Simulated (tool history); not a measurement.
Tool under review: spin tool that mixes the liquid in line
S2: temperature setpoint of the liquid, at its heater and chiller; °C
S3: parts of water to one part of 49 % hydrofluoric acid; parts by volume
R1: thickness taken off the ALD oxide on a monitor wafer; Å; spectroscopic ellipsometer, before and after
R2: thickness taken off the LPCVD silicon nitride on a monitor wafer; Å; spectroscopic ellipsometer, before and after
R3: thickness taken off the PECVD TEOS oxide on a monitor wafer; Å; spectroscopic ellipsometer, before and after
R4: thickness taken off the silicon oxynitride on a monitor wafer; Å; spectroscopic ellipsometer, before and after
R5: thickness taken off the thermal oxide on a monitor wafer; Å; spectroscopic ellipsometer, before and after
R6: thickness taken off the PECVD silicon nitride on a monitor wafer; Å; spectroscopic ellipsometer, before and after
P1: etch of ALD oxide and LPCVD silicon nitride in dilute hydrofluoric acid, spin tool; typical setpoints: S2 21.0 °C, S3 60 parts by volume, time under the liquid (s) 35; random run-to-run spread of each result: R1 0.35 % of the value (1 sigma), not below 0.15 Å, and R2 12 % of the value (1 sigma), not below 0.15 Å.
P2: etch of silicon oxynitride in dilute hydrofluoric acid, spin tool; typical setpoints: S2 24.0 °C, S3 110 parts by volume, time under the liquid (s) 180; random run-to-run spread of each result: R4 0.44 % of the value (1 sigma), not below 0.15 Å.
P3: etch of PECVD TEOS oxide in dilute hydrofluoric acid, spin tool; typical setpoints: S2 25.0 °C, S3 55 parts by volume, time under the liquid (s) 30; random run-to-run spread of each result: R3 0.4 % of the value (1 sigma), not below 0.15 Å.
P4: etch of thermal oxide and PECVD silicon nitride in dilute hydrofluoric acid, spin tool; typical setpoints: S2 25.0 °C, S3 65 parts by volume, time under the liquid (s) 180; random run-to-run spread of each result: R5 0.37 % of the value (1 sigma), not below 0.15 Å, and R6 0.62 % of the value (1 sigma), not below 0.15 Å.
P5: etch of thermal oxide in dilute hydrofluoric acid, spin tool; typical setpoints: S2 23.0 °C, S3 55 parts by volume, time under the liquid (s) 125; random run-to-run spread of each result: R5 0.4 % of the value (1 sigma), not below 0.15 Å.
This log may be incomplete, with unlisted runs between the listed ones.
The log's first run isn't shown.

{"run": 2, "hour": 23.6, "process that ran": "P3", "S2": 25.0, "S3": 55, "time under the liquid (s)": 30, "R3": 52.216}
{"run": 3, "hour": 37.5, "process that ran": "P2", "S2": 29.0, "S3": 110, "time under the liquid (s)": 180, "R4": 67.393}
{"run": 4, "hour": 53.7, "process that ran": "P4", "S2": 25.0, "S3": 65, "time under the liquid (s)": 180, "R5": 152.27, "R6": 49.857}
{"run": 5, "hour": 67.9, "process that ran": "P2", "S2": 24.0, "S3": 110, "time under the liquid (s)": 325, "R4": 96.956}
{"run": 6, "hour": 78.9, "process that ran": "P1", "S2": 21.0, "S3": 105, "time under the liquid (s)": 35, "R1": 41.456, "R2": 1.0971}
{"run": 7, "hour": 93.9, "process that ran": "P1", "S2": 21.0, "S3": 60, "time under the liquid (s)": 35, "R1": 76.83, "R2": 2.3151}
{"run": 8, "hour": 102.2, "process that ran": "P1", "S2": 21.0, "S3": 60, "time under the liquid (s)": 15, "R1": 32.999, "R2": 0.83696}
{"hour": 105.6, "done": "thermometer replaced"}
{"run": 9, "hour": 110.0, "process that ran": "P2", "S2": 24.0, "S3": 110, "time under the liquid (s)": 180, "R4": 53.303}
{"run": 10, "hour": 121.6, "process that ran": "P1", "S2": 21.0, "S3": 60, "time under the liquid (s)": 35, "R1": 76.682, "R2": 2.4758}
{"run": 11, "hour": 135.4, "process that ran": "P1", "S2": 21.0, "S3": 60, "time under the liquid (s)": 35, "R1": 76.372, "R2": 2.0304}
{"run": 12, "hour": 144.8, "process that ran": "P4", "S2": 29.0, "S3": 65, "time under the liquid (s)": 180, "R5": 178.26, "R6": 65.185}
{"run": 13, "hour": 158.9, "process that ran": "P5", "S2": 23.0, "S3": 55, "time under the liquid (s)": 125, "R5": 111.41}
{"run": 14, "hour": 172.6, "process that ran": "P1", "S2": 21.0, "S3": 25, "time under the liquid (s)": 35, "R1": 192.6, "R2": 4.8206}
{"run": 15, "hour": 184.5, "process that ran": "P3", "S2": 25.0, "S3": 55, "time under the liquid (s)": 15, "R3": 26.394}
{"run": 16, "hour": 194.7, "process that ran": "P5", "S2": 28.0, "S3": 55, "time under the liquid (s)": 125, "R5": 134.85}
{"run": 17, "hour": 207.4, "process that ran": "P1", "S2": 28.0, "S3": 60, "time under the liquid (s)": 15, "R1": 43.94, "R2": 1.5001}
{"run": 18, "hour": 217.6, "process that ran": "P4", "S2": 25.0, "S3": 65, "time under the liquid (s)": 15, "R5": 12.635, "R6": 4.1147}
{"run": 19, "hour": 233.7, "process that ran": "P1", "S2": 17.0, "S3": 60, "time under the liquid (s)": 35, "R1": 64.948, "R2": 1.7866}
{"run": 20, "hour": 247.6, "process that ran": "P1", "S2": 17.5, "S3": 60, "time under the liquid (s)": 60, "R1": 113.58, "R2": 3.6489}
{"run": 21, "hour": 263.0, "process that ran": "P5", "S2": 23.0, "S3": 55, "time under the liquid (s)": 205, "R5": 181.62}
{"run": 22, "hour": 271.2, "process that ran": "P4", "S2": 25.0, "S3": 20, "time under the liquid (s)": 180, "R5": 526.5, "R6": 157.8}

Estimate the outcome of run 23 from the log above:
{"run": 23, "hour": 287.6, "process that ran": "P2", "S2": 24.0, "S3": 110, "time under the liquid (s)": 180, "R4": "?"}

{"run 23": {"R4": 53.665}}
